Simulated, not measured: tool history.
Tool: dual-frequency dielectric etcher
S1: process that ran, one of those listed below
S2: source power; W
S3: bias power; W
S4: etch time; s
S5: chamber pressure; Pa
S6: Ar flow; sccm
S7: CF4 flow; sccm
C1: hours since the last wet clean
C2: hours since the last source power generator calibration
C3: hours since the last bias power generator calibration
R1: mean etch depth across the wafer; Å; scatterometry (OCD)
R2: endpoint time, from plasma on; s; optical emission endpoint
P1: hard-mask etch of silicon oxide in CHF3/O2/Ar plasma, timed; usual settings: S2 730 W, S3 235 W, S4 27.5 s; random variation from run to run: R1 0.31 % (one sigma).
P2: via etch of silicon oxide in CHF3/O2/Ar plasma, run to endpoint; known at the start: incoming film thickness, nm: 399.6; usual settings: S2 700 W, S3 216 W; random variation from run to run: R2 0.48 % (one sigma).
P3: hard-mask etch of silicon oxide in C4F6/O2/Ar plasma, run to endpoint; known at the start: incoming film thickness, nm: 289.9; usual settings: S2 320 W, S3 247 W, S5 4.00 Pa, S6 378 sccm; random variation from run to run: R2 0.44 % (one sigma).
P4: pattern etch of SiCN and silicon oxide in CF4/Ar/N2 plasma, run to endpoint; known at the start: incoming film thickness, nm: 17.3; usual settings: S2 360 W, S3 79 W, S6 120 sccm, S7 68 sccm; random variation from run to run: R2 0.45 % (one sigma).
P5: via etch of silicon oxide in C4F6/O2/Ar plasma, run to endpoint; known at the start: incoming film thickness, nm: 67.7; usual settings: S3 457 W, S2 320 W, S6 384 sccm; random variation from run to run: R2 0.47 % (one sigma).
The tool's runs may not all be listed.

| run | hour | S1 | S2 | S3 | S4 | S5 | S6 | S7 | C1 | C2 | C3 | R1 | R2 |
|---|---|---|---|---|---|---|---|---|---|---|---|---|---|
| 1 | 11.2 | P1 | 730 | 235 | 27.5 |  |  |  | 234.1 | 883.8 | 3056.1 | 647.76 |  |
| 2 | 18.0 | P1 | 730 | 179 | 27.5 |  |  |  | 240.9 | 890.6 | 3062.9 | 587.32 |  |
| 3 | 28.2 | P1 | 1030 | 235 | 27.5 |  |  |  | 251.1 | 900.8 | 3073.1 | 737.12 |  |
| 4 | 36.3 | P3 | 320 | 247 |  | 4.00 | 378 |  | 259.2 | 908.9 | 3081.2 |  | 95.748 |
| 5 | 51.2 | P5 | 320 | 457 |  |  | 384 |  | 274.1 | 923.8 | 3096.1 |  | 17.271 |
| 6 | 58.9 | P4 | 360 | 79 |  |  | 120 | 68 | 281.8 | 931.5 | 3103.8 |  | 24.971 |
| 7 | 71.9 | P3 | 320 | 247 |  | 4.00 | 229 |  | 294.8 | 944.5 | 3116.8 |  | 90.624 |
| 8 | 82.6 | P3 | 320 | 247 |  | 4.00 | 378 |  | 305.5 | 955.2 | 3127.5 |  | 95.429 |
| 9 | 97.4 | P2 | 700 | 283 |  |  |  |  | 320.3 | 970.0 | 3142.3 |  | 158.500 |
| 10 | 104.7 | P4 | 290 | 79 |  |  | 120 | 68 | 327.6 | 977.3 | 3149.6 |  | 30.119 |
| 11 | 118.6 | P1 | 480 | 235 | 27.5 |  |  |  | 341.5 | 991.2 | 3163.5 | 553.92 |  |
| 12 | 125.9 | P5 | 320 | 345 |  |  | 384 |  | 348.8 | 998.5 | 3170.8 |  | 19.070 |
| 13 | 133.3 | P3 | 190 | 247 |  | 4.00 | 378 |  | 356.2 | 1005.9 | 3178.2 |  | 115.960 |
| 14 | 143.1 | P1 | 730 | 320 | 27.5 |  |  |  | 366.0 | 1015.7 | 3188.0 | 720.65 |  |
| 15 | 152.3 | P2 | 700 | 216 |  |  |  |  | 375.2 | 1024.9 | 3197.2 |  | 172.950 |
| 16 | 163.9 | P1 | 730 | 235 | 27.5 |  |  |  | 386.8 | 1036.5 | 3208.8 | 647.76 |  |
| 17 | 170.6 | P4 | 360 | 55 |  |  | 120 | 68 | 393.5 | 1043.2 | 3215.5 |  | 28.435 |
|  | 172.2 | wet clean of the chamber |
| 18 | 179.3 | P1 | 730 | 235 | 27.5 |  |  |  | 7.1 | 1051.9 | 3224.2 | 645.29 |  |
| 19 | 187.4 | P1 | 730 | 172 | 19.5 |  |  |  | 15.2 | 1060.0 | 3232.3 | 414.63 |  |
| 20 | 201.1 | P4 | 360 | 79 |  |  | 74 | 68 | 28.9 | 1073.7 | 3246.0 |  | 23.143 |
| 21 | 214.2 | P5 | 320 | 457 |  |  | 384 |  | 42.0 | 1086.8 | 3259.1 |  | 17.419 |
| 22 | 227.8 | P5 | 250 | 457 |  |  | 384 |  | 55.6 | 1100.4 | 3272.7 |  | 18.982 |
| 23 | 241.2 | P1 | 940 | 235 | 33.0 |  |  |  | 69.0 | 1113.8 | 3286.1 | 857.02 |  |
| 24 | 252.4 | P4 | 360 | 79 |  |  | 120 | 68 | 80.2 | 1125.0 | 3297.3 |  | 24.869 |
| 25 | 265.5 | P4 | 360 | 79 |  |  | 120 | 81 | 93.3 | 1138.1 | 3310.4 |  | 24.302 |
| 26 | 272.5 | P5 | 320 | 457 |  |  | 270 |  | 100.3 | 1145.1 | 3317.4 |  | 16.655 |
| 27 | 281.7 | P1 | 730 | 235 | 38.0 |  |  |  | 109.5 | 1154.3 | 3326.6 | 892.31 |  |
| 28 | 290.4 | P1 | 730 | 235 | 27.5 |  |  |  | 118.2 | 1163.0 | 3335.3 | 647.23 |  |
| 29 | 300.1 | P2 | 900 | 216 |  |  |  |  | 127.9 | 1172.7 | 3345.0 |  | 159.350 |
|  | 308.7 | bias power generator calibrated |
| 30 | 312.0 | P3 | 320 | 247 |  | 5.67 | 378 |  | 139.8 | 1184.6 | 3.4 |  | 99.790 |
| 31 | 321.4 | P3 | 320 | 163 |  | 4.00 | 378 |  | 149.2 | 1194.0 | 12.8 |  | 109.450 |
| 32 | 335.9 | P1 | 730 | 235 | 27.5 |  |  |  | 163.7 | 1208.5 | 27.3 | 648.80 |  |
| 33 | 347.2 | P1 | 550 | 235 | 15.0 |  |  |  | 175.0 | 1219.8 | 38.6 | 316.05 |  |
| 34 | 354.8 | P1 | 730 | 235 | 27.5 |  |  |  | 182.6 | 1227.4 | 46.2 | 647.12 |  |
| 35 | 365.6 | P1 | 730 | 235 | 17.0 |  |  |  | 193.4 | 1238.2 | 57.0 | 400.43 |  |
| 36 | 373.8 | P1 | 730 | 235 | 27.5 |  |  |  | 201.6 | 1246.4 | 65.2 | 644.93 |  |
| 37 | 381.7 | P1 | 730 | 235 | 27.5 |  |  |  | 209.5 | 1254.3 | 73.1 | 653.29 |  |
| 38 | 389.3 | P1 | 730 | 235 | 27.5 |  |  |  | 217.1 | 1261.9 | 80.7 | 649.28 |  |
| 39 | 398.2 | P1 | 730 | 235 | 27.5 |  |  |  | 226.0 | 1270.8 | 89.6 | 652.14 |  |
| 40 | 408.0 | P1 | 730 | 235 | 27.5 |  |  |  | 235.8 | 1280.6 | 99.4 | 658.76 |  |
| 41 | 416.7 | P1 | 730 | 235 | 27.5 |  |  |  | 244.5 | 1289.3 | 108.1 | 653.47 |  |
| 42 | 429.8 | P1 | 730 | 235 | 27.5 |  |  |  | 257.6 | 1302.4 | 121.2 | 654.50 |  |
| 43 | 443.9 | P1 | 730 | 235 | 27.5 |  |  |  | 271.7 | 1316.5 | 135.3 | 652.81 |  |
|  | 449.4 | wet clean of the chamber |
| 44 | 455.1 | P1 | 730 | 235 | 27.5 |  |  |  | 5.8 | 1327.7 | 146.5 | 660.46 |  |
| 45 | 468.3 | P1 | 730 | 235 | 27.5 |  |  |  | 19.0 | 1340.9 | 159.7 | 652.99 |  |
| 46 | 483.1 | P1 | 730 | 235 | 27.5 |  |  |  | 33.8 | 1355.7 | 174.5 | 652.43 |  |

What P1 gives has crept away from where it was. These 2 causes fit the log equally well, each at the size given:
A: bias power that arrives over what is set, % = 4.48
B: source power that arrives over what is set, % = 4.15
The creep began at about hour 373.8.
Why every other cause is out:
chamber walls in a state that raises the etch rate, %: serviced at hour 449.4, which brought nothing back

4 check runs are offered, each on 3 wafers whose results are averaged, their results left as question marks. Which one tells the causes apart?
| check 1 | 497.9 | P3 | 220 | 247 |  | 4.00 | 378 |  |  |  |  |  | ? |
| check 2 | 497.9 | P4 | 310 | 79 |  |  | 95 | 68 |  |  |  |  | ? |
| check 3 | 497.9 | P2 | 830 | 262 |  |  |  |  |  |  |  |  | ? |
| check 4 | 497.9 | P5 | 280 | 457 |  |  | 384 |  |  |  |  |  | ? |

What each check would give under each cause:
| check | result | if A | if B |
|---|---|---|---|
| check 1 | R2 | 108.430 | 108.430 |
| check 2 | R2 | 27.037 | 26.496 |
| check 3 | R2 | 150.610 | 150.640 |
| check 4 | R2 | 17.889 | 17.916 |
How far apart the two closest causes lie, in the result that separates them most: check 1 0 %; check 2 2.02 %; check 3 0.02 %; check 4 0.15 %
Check 2 tells the causes apart: in the others they would give nearly the same result.

Check 2 was then run and gave: R2 26.973 s. Which cause is it?

It is A: bias power that arrives over what is set, %.
